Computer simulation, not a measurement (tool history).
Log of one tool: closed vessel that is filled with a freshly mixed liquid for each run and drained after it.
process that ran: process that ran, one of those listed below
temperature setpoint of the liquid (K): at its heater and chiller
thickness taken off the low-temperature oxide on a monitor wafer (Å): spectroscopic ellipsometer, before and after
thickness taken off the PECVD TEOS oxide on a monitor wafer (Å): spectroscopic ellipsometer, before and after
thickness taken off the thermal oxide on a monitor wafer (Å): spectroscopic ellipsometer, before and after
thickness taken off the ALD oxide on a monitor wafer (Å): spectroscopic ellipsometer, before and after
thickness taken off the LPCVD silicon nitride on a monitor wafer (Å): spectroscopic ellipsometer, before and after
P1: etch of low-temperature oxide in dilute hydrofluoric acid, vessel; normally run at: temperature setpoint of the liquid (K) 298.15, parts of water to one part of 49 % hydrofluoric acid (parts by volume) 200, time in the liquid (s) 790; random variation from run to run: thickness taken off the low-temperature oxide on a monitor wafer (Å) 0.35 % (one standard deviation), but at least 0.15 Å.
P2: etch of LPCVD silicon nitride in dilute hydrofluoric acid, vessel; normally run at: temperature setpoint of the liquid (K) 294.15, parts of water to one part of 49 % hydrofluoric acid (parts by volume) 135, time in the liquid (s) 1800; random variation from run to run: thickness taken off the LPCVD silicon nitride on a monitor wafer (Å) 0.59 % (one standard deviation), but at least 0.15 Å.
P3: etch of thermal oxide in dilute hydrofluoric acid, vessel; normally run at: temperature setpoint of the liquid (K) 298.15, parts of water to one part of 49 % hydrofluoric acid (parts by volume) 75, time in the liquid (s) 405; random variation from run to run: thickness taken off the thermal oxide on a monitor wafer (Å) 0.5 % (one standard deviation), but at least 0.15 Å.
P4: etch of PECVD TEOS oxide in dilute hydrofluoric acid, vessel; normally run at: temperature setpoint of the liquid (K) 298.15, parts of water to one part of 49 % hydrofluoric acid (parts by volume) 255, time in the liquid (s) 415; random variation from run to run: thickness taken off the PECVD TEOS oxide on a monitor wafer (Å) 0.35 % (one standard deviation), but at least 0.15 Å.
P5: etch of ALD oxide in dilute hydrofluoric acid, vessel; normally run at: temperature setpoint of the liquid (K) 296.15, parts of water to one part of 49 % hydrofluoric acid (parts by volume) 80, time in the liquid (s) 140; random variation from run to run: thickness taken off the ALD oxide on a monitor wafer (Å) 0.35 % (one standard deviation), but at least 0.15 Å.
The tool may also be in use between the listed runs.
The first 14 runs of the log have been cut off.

run,day,process that ran,temperature setpoint of the liquid (K),parts of water to one part of 49 % hydrofluoric acid (parts by volume),time in the liquid (s),hours since the thermometer was replaced,hours since the hydrofluoric acid flow meter was replaced,thickness taken off the low-temperature oxide on a monitor wafer (Å),thickness taken off the PECVD TEOS oxide on a monitor wafer (Å),thickness taken off the thermal oxide on a monitor wafer (Å),thickness taken off the ALD oxide on a monitor wafer (Å),thickness taken off the LPCVD silicon nitride on a monitor wafer (Å)
15,8.312,P4,298.15,60,415,665.5,1583.7,,2159.7,,,
16,8.979,P2,294.15,135,3565,681.5,1599.7,,,,,109.38
17,9.325,P1,293.65,200,790,689.8,1608,433.78,,,,
18,9.754,P2,294.15,135,1800,700.1,1618.3,,,,,55.343
19,10.362,P1,298.15,200,790,714.7,1632.9,509.41,,,,
20,10.846,P1,298.15,65,790,726.3,1644.5,1845.6,,,,
21,11.296,P5,296.15,80,45,737.1,1655.3,,,,53.742,
22,11.967,P1,298.15,200,1170,753.2,1671.4,759.59,,,,
23,12.55,P3,298.15,75,405,767.2,1685.4,,,282.32,,
24,13.142,P5,296.15,80,140,781.4,1699.6,,,,165.5,
25,13.725,P1,298.15,200,790,795.4,1713.6,511.36,,,,
26,14.462,P2,290.15,135,1800,813.1,1731.3,,,,,42.13
27,15.217,P1,298.15,200,790,831.2,1749.4,509.65,,,,
28,15.654,P5,296.15,110,140,841.7,1759.9,,,,115.79,
29,16.15,P4,298.15,255,45,853.6,1771.8,,43.975,,,
30,16.596,P2,294.15,135,1800,864.3,1782.5,,,,,55.404
31,17.042,P4,298.15,255,415,875,1793.2,,402.85,,,
32,17.783,P1,298.15,200,790,892.8,1811,509.07,,,,
33,18.404,P1,298.15,200,790,907.7,1825.9,526.14,,,,
34,19.025,P1,298.15,200,790,922.6,1840.8,534.84,,,,
35,19.579,P1,298.15,200,790,935.9,1854.1,535.15,,,,
36,19.996,P1,298.15,200,790,945.9,1864.1,536.94,,,,
37,20.504,P1,298.15,200,790,958.1,1876.3,542.48,,,,

Forecast run 38:
38,20.938,P1,298.15,200,790,968.5,1886.7,?,,,,

thickness taken off the low-temperature oxide on a monitor wafer (Å): 541.53

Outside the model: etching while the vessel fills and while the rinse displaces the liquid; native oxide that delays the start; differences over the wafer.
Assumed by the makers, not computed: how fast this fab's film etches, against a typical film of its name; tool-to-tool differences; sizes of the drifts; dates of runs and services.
